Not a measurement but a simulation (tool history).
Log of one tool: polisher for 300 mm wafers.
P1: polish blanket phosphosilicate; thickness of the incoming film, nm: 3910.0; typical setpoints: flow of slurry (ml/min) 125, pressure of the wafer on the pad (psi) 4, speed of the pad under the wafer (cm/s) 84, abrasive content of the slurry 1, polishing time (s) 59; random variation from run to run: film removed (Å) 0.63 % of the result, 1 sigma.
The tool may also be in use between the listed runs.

run,hour,flow of slurry (ml/min),pressure of the wafer on the pad (psi),speed of the pad under the wafer (cm/s),abrasive content of the slurry,polishing time (s),film removed (Å)
1,12.1,125,4,84,1,59,5713.9
2,22,125,4,52,1,59,3873.6
3,30.4,125,4,84,1.4,59,6565.2
4,37.6,125,5.1,84,1,59,7185.7
5,49.8,125,2.1,84,1,59,3011.2
6,56.5,125,4,84,0.55,59,4211.2
7,64.1,125,5.7,84,0.8,59,7324
8,72.1,80,4,84,1,59,5136
9,80.8,125,4,84,1,59,5665.6
10,88.9,125,4,84,1,30,2908.3
11,98.6,125,4,84,1,88,8446.5
# hour 103.5: head pressure recalibrated
12,110.4,125,4,84,1,59,5685.8
13,120,125,4,122,1,59,7723.9
14,128.1,185,4,84,1,59,6098.5
15,136,125,4,84,1,59,5689.5
16,143.8,125,4,84,1,59,5751.2
17,155.8,125,4,84,1,59,5541.9
18,168,125,4,84,1,59,5319
19,180.3,125,4,84,1,59,5233.1
# hour 188.3: slurry nozzle cleaned
20,188.9,125,4,84,1,59,5134.9
# hour 195.4: conditioning disc replaced and pad reconditioned
21,197.2,125,4,84,1,59,5110.7
22,204.9,125,4,84,1,59,5100
23,211.2,125,4,84,1,59,5034.3
# hour 217.6: head pressure recalibrated
24,223.8,125,4,84,1,59,5041.6
25,235.5,125,4,84,1,59,5019.2
26,244.5,125,4,84,1,59,4963.7
27,255.7,125,4,84,1,59,4975.7

P1 has crept away from where it was. The log is fitted equally well by each of these 2 causes, at the sizes shown:
A: removal rate lost through wear of the pad, % = 12.4
B: abrasive missing from the slurry, % = 23.8
The drift started at roughly hour 143.8.
Ruled out, with reasons:
slurry flow missing at the pad, %: its service at hour 188.3 followed the start of the drift and did not put the process back to its old value
head's pressure below its setpoint, %: its service at hour 217.6 followed the start of the drift and did not put the process back to its old value
time polished since the conditioner stopped cutting, s: its service at hour 195.4 followed the start of the drift and did not put the process back to its old value

Each of the check runs listed below is run on 3 wafers and reports their average, with the results left as question marks. Pick the one under which the possible causes would lead to clearly different results.
check 1,266.9,125,3.1,84,1,81,?
check 2,266.9,125,4,84,0.65,59,?
check 3,266.9,90,4,84,1,59,?
check 4,266.9,125,4,108,1,59,?

Predicted outcomes, by check and by cause:
check,result,if A,if B
check 1,film removed (Å),5329.1,5327.2
check 2,film removed (Å),4023.8,3907.7
check 3,film removed (Å),4635.2,4633.5
check 4,film removed (Å),6124,6121.8
Minimum pairwise separation of causes per check, each pair taken at its best-separating result: check 1 0.04 %; check 2 2.93 %; check 3 0.04 %; check 4 0.04 %
The other checks would show nearly matching results whichever cause is true, so check 2 is the only one that separates the causes.

With check 2 done, the readings were: film removed (Å) 3892.5. Identify which of the listed causes applies.

B is the cause: abrasive missing from the slurry, %.
